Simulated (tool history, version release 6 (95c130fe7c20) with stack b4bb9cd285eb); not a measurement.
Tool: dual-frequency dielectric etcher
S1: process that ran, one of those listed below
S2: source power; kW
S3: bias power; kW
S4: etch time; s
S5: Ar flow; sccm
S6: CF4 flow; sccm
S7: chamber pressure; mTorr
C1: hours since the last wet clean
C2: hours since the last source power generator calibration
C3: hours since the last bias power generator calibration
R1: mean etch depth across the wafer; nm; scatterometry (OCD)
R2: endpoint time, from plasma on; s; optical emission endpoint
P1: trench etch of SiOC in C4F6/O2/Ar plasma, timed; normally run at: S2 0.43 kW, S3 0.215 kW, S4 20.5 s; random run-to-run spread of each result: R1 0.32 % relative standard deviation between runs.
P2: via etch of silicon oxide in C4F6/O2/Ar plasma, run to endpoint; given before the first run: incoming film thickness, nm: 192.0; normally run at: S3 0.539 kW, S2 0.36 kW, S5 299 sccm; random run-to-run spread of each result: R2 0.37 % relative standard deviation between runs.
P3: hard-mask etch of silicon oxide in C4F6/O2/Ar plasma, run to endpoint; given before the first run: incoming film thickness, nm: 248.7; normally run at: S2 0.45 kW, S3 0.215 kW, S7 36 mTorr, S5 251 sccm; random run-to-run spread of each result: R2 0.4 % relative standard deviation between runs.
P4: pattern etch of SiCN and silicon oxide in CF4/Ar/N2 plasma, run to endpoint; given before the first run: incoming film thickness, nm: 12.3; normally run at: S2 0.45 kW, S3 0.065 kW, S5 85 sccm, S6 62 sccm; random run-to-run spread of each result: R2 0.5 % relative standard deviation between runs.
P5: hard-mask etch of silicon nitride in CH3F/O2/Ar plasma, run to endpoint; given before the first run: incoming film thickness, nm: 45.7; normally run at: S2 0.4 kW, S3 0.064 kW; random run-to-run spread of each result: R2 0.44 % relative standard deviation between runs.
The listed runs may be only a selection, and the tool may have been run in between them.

run   hour  S1    S2     S3    S4   S5  S6  S7     C1      C2      C3      R1      R2
  1    3.5  P1  0.43  0.215  20.5               289.7  1123.3  1181.1  46.805
  2    8.2  P1  0.29  0.215  15.5               294.4    1128  1185.8  30.452
  3   10.7  P4  0.45  0.065         85  62      296.9  1130.5  1188.3          14.807
  4   13.1  P1  0.43  0.215  20.5               299.3  1132.9  1190.7  46.785
  5     17  P1  0.53  0.215  20.5               303.2  1136.8  1194.6  50.706
  6   20.9  P1  0.43  0.151  20.5               307.1  1140.7  1198.5  41.695
  7   25.7  P5   0.4  0.089                     311.9  1145.5  1203.3           63.47
  8     28  P1  0.43  0.215  11.5               314.2  1147.8  1205.6  26.335
  9   32.6  P3  0.45  0.215        251      36  318.8  1152.4  1210.2          70.446
 10   35.1  P5  0.29  0.064                     321.3  1154.9  1212.7          80.478
 11   37.8  P3  0.45  0.215        355      36    324  1157.6  1215.4          72.845
 12   40.6  P1  0.29  0.215  13.5               326.8  1160.4  1218.2  26.432
 13     45  P1  0.28  0.215  20.5               331.2  1164.8  1222.6  39.747
 14   47.3  P3  0.45  0.284        251      36  333.5  1167.1  1224.9          64.112
 15     52  P1  0.43  0.215  20.5               338.2  1171.8  1229.6  47.125
 16   54.5  P1  0.43  0.262  20.5               340.7  1174.3  1232.1  49.901
 17   58.3  P4  0.45  0.065         56  62      344.5  1178.1  1235.9           14.05
 18   62.5  P3   0.6  0.215        251      36  348.7  1182.3  1240.1          63.052
 19   66.6  P4  0.45  0.065         85  62      352.8  1186.4  1244.2          14.935
 20   70.8  P4  0.45  0.065         85  84        357  1190.6  1248.4          14.024
 21   73.4  P4  0.45  0.083         85  62      359.6  1193.2    1251          13.693
 22   76.6  P4   0.6  0.065         85  62      362.8  1196.4  1254.2          11.573
 23   80.4  P3  0.45  0.215        251      46  366.6  1200.2    1258          72.263
      80.7  -- source power generator calibrated
 24   83.4  P2  0.36  0.689        299          369.6     2.7    1261          38.338
 25   85.7  P1  0.43  0.215  20.5               371.9       5  1263.3   46.65
 26     88  P3  0.45  0.215        251      36  374.2     7.3  1265.6          70.224
 27   92.6  P5   0.4  0.064                     378.8    11.9  1270.2          71.151
 28   95.6  P2  0.36  0.539        394          381.8    14.9  1273.2           43.41
 29   99.2  P1  0.43  0.215    29               385.4    18.5  1276.8  66.545
 30  101.6  P2  0.46  0.539        299          387.8    20.9  1279.2          38.584
 31  103.9  P2  0.36  0.539        299          390.1    23.2  1281.5          42.255
 32  108.5  P1  0.43  0.215  20.5               394.7    27.8  1286.1  47.122
 33  113.2  P1  0.43  0.215  20.5               399.4    32.5  1290.8  47.129
 34  116.5  P1  0.43  0.215  20.5               402.7    35.8  1294.1  47.062
 35    119  P1  0.43  0.215  20.5               405.2    38.3  1296.6  47.164
 36  122.7  P1  0.43  0.215  20.5               408.9      42  1300.3  47.413
     122.8  -- wet clean of the chamber
 37  125.1  P1  0.43  0.215  20.5                 2.4    44.4  1302.7  47.633
 38  128.5  P1  0.43  0.215  20.5                 5.8    47.8  1306.1  47.378
 39  132.8  P1  0.43  0.215  20.5                10.1    52.1  1310.4  47.392
 40  136.4  P1  0.43  0.215  20.5                13.7    55.7    1314  47.558
 41  140.2  P1  0.43  0.215  20.5                17.5    59.5  1317.8  47.569
 42  144.1  P1  0.43  0.215  20.5                21.4    63.4  1321.7  47.797
 43  148.5  P1  0.43  0.215  20.5                25.8    67.8  1326.1  47.713

The output of P1 has drifted from where it used to be. Each of the 2 causes below, taken at the size shown beside it, accounts for the log equally well:
A: bias power that arrives over what is set, % = 4.93
B: source power that arrives over what is set, % = 4.18
At approximately hour 108.5, the process output began to creep.
The rest of the possible causes, and what rules out each one:
chamber walls in a state that raises the etch rate, %: serviced after onset, at hour 122.8, with no recovery of the prior output

Each of the check runs listed below is run on 3 wafers and reports their average, with the results left as question marks. Pick the one under which the possible causes would lead to clearly different results.
check 1  152.9  P4  0.45  0.065       57  62                       ?
check 2  152.9  P2  0.36  0.539      354                           ?
check 3  152.9  P3  0.45   0.28      251      36                   ?
check 4  152.9  P5   0.3  0.078                                    ?

How each check would come out, cause by cause:
  check  result    if A    if B
check 1      R2  13.799  13.505
check 2      R2  42.195  42.334
check 3      R2  63.175  63.234
check 4      R2  72.628  72.763
How far apart the two closest causes lie, in the result that separates them most: check 1 2.16 %; check 2 0.33 %; check 3 0.09 %; check 4 0.19 %
The causes can be told apart only by check 1. The other checks would give nearly the same results under each of them.

The results of check 1 are: R2 13.766 s. Based on these, which of the listed causes is it?

A is the cause: bias power that arrives over what is set, %.
